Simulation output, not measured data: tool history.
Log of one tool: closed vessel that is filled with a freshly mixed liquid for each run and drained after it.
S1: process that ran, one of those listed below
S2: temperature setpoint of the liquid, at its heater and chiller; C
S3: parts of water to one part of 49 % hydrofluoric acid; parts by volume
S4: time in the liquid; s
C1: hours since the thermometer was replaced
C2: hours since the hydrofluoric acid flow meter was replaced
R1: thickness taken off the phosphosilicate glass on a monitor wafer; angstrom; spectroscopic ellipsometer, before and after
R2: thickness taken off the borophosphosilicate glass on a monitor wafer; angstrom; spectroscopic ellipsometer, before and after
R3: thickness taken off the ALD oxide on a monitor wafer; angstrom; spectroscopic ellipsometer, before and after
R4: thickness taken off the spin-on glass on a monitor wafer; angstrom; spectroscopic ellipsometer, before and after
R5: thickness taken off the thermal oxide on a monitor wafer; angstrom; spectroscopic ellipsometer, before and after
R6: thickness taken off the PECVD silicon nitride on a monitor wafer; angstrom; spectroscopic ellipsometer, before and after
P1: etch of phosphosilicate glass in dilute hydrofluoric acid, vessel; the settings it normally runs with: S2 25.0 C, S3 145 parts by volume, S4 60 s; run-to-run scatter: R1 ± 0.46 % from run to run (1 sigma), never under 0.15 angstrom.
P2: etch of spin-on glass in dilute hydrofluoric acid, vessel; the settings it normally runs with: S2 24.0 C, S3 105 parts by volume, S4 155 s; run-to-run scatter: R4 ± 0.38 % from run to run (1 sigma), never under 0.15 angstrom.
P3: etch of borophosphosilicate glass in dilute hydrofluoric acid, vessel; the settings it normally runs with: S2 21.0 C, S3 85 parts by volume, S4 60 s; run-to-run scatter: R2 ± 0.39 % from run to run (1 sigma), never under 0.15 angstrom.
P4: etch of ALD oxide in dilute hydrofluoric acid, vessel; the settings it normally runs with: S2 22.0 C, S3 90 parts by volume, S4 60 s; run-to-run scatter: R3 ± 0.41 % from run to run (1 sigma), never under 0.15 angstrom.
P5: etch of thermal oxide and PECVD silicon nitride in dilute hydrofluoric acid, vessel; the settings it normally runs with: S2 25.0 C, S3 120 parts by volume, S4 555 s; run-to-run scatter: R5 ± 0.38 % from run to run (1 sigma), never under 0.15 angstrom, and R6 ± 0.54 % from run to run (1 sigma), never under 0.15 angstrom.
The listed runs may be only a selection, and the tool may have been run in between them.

| run | day | S1 | S2 | S3 | S4 | C1 | C2 | R1 | R2 | R3 | R4 | R5 | R6 |
|---|---|---|---|---|---|---|---|---|---|---|---|---|---|
| 1 | 0.575 | P1 | 25.0 | 145 | 60 | 1289.4 | 542.3 | 652.34 |  |  |  |  |  |
| 2 | 1.267 | P1 | 32.5 | 145 | 60 | 1306.0 | 558.9 | 859.73 |  |  |  |  |  |
| 3 | 1.667 | P3 | 21.0 | 150 | 60 | 1315.6 | 568.5 |  | 202.79 |  |  |  |  |
| 4 | 2.179 | P3 | 21.0 | 85 | 60 | 1327.9 | 580.8 |  | 382.52 |  |  |  |  |
| 5 | 2.742 | P1 | 25.0 | 145 | 60 | 1341.4 | 594.3 | 654.60 |  |  |  |  |  |
| 6 | 3.125 | P4 | 22.0 | 90 | 30 | 1350.6 | 603.5 |  |  | 101.43 |  |  |  |
| 7 | 3.467 | P3 | 21.0 | 85 | 95 | 1358.8 | 611.7 |  | 611.13 |  |  |  |  |
| 8 | 4.067 | P3 | 17.0 | 85 | 60 | 1373.2 | 626.1 |  | 323.11 |  |  |  |  |
| 9 | 4.767 | P4 | 22.0 | 90 | 60 | 1390.0 | 642.9 |  |  | 202.21 |  |  |  |
| 10 | 5.408 | P1 | 17.5 | 145 | 60 | 1405.4 | 658.3 | 489.14 |  |  |  |  |  |
| 11 | 5.825 | P2 | 24.0 | 55 | 155 | 1415.4 | 668.3 |  |  |  | 706.89 |  |  |
| 12 | 6.546 | P5 | 17.5 | 120 | 555 | 1432.7 | 685.6 |  |  |  |  | 169.04 | 71.908 |
| 13 | 6.971 | P5 | 25.0 | 215 | 555 | 1442.9 | 695.8 |  |  |  |  | 113.94 | 67.156 |
| 14 | 7.396 | P2 | 24.0 | 105 | 155 | 1453.1 | 706.0 |  |  |  | 348.38 |  |  |
| 15 | 7.762 | P1 | 25.0 | 145 | 60 | 1461.9 | 714.8 | 650.66 |  |  |  |  |  |
| 16 | 8.271 | P5 | 25.0 | 120 | 555 | 1474.1 | 727.0 |  |  |  |  | 228.29 | 120.040 |
| 17 | 8.854 | P1 | 25.0 | 145 | 30 | 1488.1 | 741.0 | 327.11 |  |  |  |  |  |
| 18 | 9.292 | P2 | 17.5 | 105 | 155 | 1498.6 | 751.5 |  |  |  | 269.53 |  |  |
| 19 | 9.758 | P2 | 24.0 | 105 | 295 | 1509.8 | 762.7 |  |  |  | 664.69 |  |  |
| 20 | 10.079 | P4 | 22.0 | 90 | 60 | 1517.5 | 770.4 |  |  | 202.54 |  |  |  |
|  | 10.404 | hydrofluoric acid flow meter replaced |
| 21 | 10.621 | P1 | 25.0 | 35 | 60 | 1530.5 | 5.3 | 3105.30 |  |  |  |  |  |
| 22 | 11.321 | P5 | 25.0 | 120 | 1100 | 1547.3 | 22.1 |  |  |  |  | 454.68 | 236.960 |
| 23 | 11.654 | P4 | 22.0 | 145 | 60 | 1555.3 | 30.1 |  |  | 117.87 |  |  |  |
| 24 | 11.971 | P1 | 25.0 | 255 | 60 | 1562.9 | 37.7 | 325.01 |  |  |  |  |  |
|  | 12.108 | thermometer replaced |
| 25 | 12.329 | P4 | 17.0 | 90 | 60 | 5.3 | 46.3 |  |  | 164.16 |  |  |  |
| 26 | 12.767 | P1 | 25.0 | 145 | 100 | 15.8 | 56.8 | 1092.00 |  |  |  |  |  |
| 27 | 13.479 | P1 | 31.0 | 55 | 60 | 32.9 | 73.9 | 2443.30 |  |  |  |  |  |
| 28 | 14.117 | P1 | 25.0 | 145 | 60 | 48.2 | 89.2 | 656.43 |  |  |  |  |  |
| 29 | 14.546 | P1 | 25.0 | 145 | 60 | 58.5 | 99.5 | 652.50 |  |  |  |  |  |
| 30 | 15.158 | P1 | 25.0 | 145 | 60 | 73.2 | 114.2 | 634.51 |  |  |  |  |  |
| 31 | 15.588 | P1 | 25.0 | 145 | 60 | 83.5 | 124.5 | 627.74 |  |  |  |  |  |
| 32 | 16.175 | P1 | 25.0 | 145 | 60 | 97.6 | 138.6 | 619.06 |  |  |  |  |  |
| 33 | 16.900 | P1 | 25.0 | 145 | 60 | 115.0 | 156.0 | 615.13 |  |  |  |  |  |
| 34 | 17.454 | P1 | 25.0 | 145 | 60 | 128.3 | 169.3 | 606.75 |  |  |  |  |  |
| 35 | 18.104 | P1 | 25.0 | 145 | 60 | 143.9 | 184.9 | 601.92 |  |  |  |  |  |
| 36 | 18.792 | P1 | 25.0 | 145 | 60 | 160.4 | 201.4 | 613.53 |  |  |  |  |  |
| 37 | 19.304 | P1 | 25.0 | 145 | 60 | 172.7 | 213.7 | 602.86 |  |  |  |  |  |
| 38 | 19.808 | P1 | 25.0 | 145 | 60 | 184.8 | 225.8 | 605.46 |  |  |  |  |  |

Compared with where it was, what P1 gives has crept away. Each cause listed below fits the log as well as the rest, at the size given for it:
A: liquid colder than its thermometer reads (K) = 1.92
B: hydrofluoric acid flow below the setpoint (%) = 6.05
The gradual shift began around day 14.546.

Below are 4 check runs, each on a single wafer, with their results shown as question marks. Which of them would tell the listed causes apart, meaning the causes would give clearly different results under it?
| check 1 | 20.312 | P2 | 20.5 | 105 | 155 |  |  |  |  |  | ? |  |  |
| check 2 | 20.312 | P5 | 18.0 | 200 | 555 |  |  |  |  |  |  | ? | ? |
| check 3 | 20.312 | P4 | 22.0 | 140 | 30 |  |  |  |  | ? |  |  |  |
| check 4 | 20.312 | P3 | 21.0 | 110 | 90 |  |  |  | ? |  |  |  |  |

What each check would give under each cause:
| check | result | if A | if B |
|---|---|---|---|
| check 1 | R4 | 279.82 | 282.35 |
| check 2 | R5 | 88.427 | 88.617 |
| check 2 | R6 | 40.251 | 43.145 |
| check 3 | R3 | 57.085 | 57.299 |
| check 4 | R2 | 400.07 | 403.29 |
Separation of the two closest causes in each check, using whichever result separates them best: check 1 0.9 %; check 2 6.94 %; check 3 0.38 %; check 4 0.8 %
Check 2 distinguishes between the causes, while the remaining checks would return nearly the same result for all of them.

Check 2 was then run and gave: R5 87.945 angstrom; R6 40.484 angstrom. Which cause is it?

A is the cause: liquid colder than its thermometer reads (K).
